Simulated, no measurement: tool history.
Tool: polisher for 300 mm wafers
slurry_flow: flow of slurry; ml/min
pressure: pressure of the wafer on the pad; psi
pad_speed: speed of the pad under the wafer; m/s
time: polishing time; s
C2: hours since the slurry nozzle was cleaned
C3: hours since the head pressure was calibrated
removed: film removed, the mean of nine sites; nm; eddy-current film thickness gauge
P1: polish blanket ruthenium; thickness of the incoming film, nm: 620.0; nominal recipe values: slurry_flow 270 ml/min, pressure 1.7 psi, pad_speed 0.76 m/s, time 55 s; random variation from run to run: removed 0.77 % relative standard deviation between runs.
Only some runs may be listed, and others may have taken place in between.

run 1 hour=12.4 | slurry_flow=270 pressure=1.7 pad_speed=0.76 time=55 | wafers_polished_on_this_pad=358 C2=78.7 C3=963.4 | removed=37.683
run 2 hour=22.0 | slurry_flow=270 pressure=1.7 pad_speed=0.76 time=55 | wafers_polished_on_this_pad=489 C2=88.3 C3=973.0 | removed=37.497
run 3 hour=31.6 | slurry_flow=370 pressure=1.7 pad_speed=0.76 time=55 | wafers_polished_on_this_pad=621 C2=97.9 C3=982.6 | removed=38.496
run 4 hour=46.0 | slurry_flow=160 pressure=1.7 pad_speed=0.76 time=55 | wafers_polished_on_this_pad=819 C2=112.3 C3=997.0 | removed=35.620
run 5 hour=62.9 | slurry_flow=270 pressure=1.0 pad_speed=0.76 time=55 | wafers_polished_on_this_pad=1052 C2=129.2 C3=1013.9 | removed=22.063
run 6 hour=71.2 | slurry_flow=270 pressure=1.7 pad_speed=0.56 time=55 | wafers_polished_on_this_pad=1166 C2=137.5 C3=1022.2 | removed=27.264
run 7 hour=79.8 | slurry_flow=270 pressure=2.7 pad_speed=0.76 time=55 | wafers_polished_on_this_pad=1284 C2=146.1 C3=1030.8 | removed=59.571
run 8 hour=87.8 | slurry_flow=270 pressure=1.7 pad_speed=1.18 time=55 | wafers_polished_on_this_pad=1394 C2=154.1 C3=1038.8 | removed=58.098
run 9 hour=102.5 | slurry_flow=270 pressure=1.7 pad_speed=0.76 time=28 | wafers_polished_on_this_pad=1596 C2=168.8 C3=1053.5 | removed=19.079
run 10 hour=117.0 | slurry_flow=270 pressure=1.7 pad_speed=0.76 time=83 | wafers_polished_on_this_pad=1795 C2=183.3 C3=1068.0 | removed=56.614
run 11 hour=127.2 | slurry_flow=270 pressure=1.7 pad_speed=0.76 time=55 | wafers_polished_on_this_pad=1935 C2=193.5 C3=1078.2 | removed=37.709
run 12 hour=141.6 | slurry_flow=270 pressure=1.7 pad_speed=0.76 time=55 | wafers_polished_on_this_pad=2133 C2=207.9 C3=1092.6 | removed=37.839
run 13 hour=157.5 | slurry_flow=270 pressure=1.7 pad_speed=0.76 time=55 | wafers_polished_on_this_pad=2352 C2=223.8 C3=1108.5 | removed=37.308
run 14 hour=171.7 | slurry_flow=270 pressure=1.7 pad_speed=0.76 time=55 | wafers_polished_on_this_pad=2547 C2=238.0 C3=1122.7 | removed=37.620
run 15 hour=180.4 | slurry_flow=270 pressure=2.4 pad_speed=0.50 time=55 | wafers_polished_on_this_pad=2667 C2=246.7 C3=1131.4 | removed=34.403
run 16 hour=194.1 | slurry_flow=270 pressure=1.7 pad_speed=0.76 time=55 | wafers_polished_on_this_pad=2855 C2=260.4 C3=1145.1 | removed=37.118
run 17 hour=210.0 | slurry_flow=270 pressure=1.7 pad_speed=0.76 time=55 | wafers_polished_on_this_pad=3073 C2=276.3 C3=1161.0 | removed=36.708

Forecast run 18:
run 18 hour=224.6 | slurry_flow=270 pressure=1.7 pad_speed=0.76 time=55 | wafers_polished_on_this_pad=3274 C2=290.9 C3=1175.6 | removed=?

{"run 18": {"removed": 36.348}}
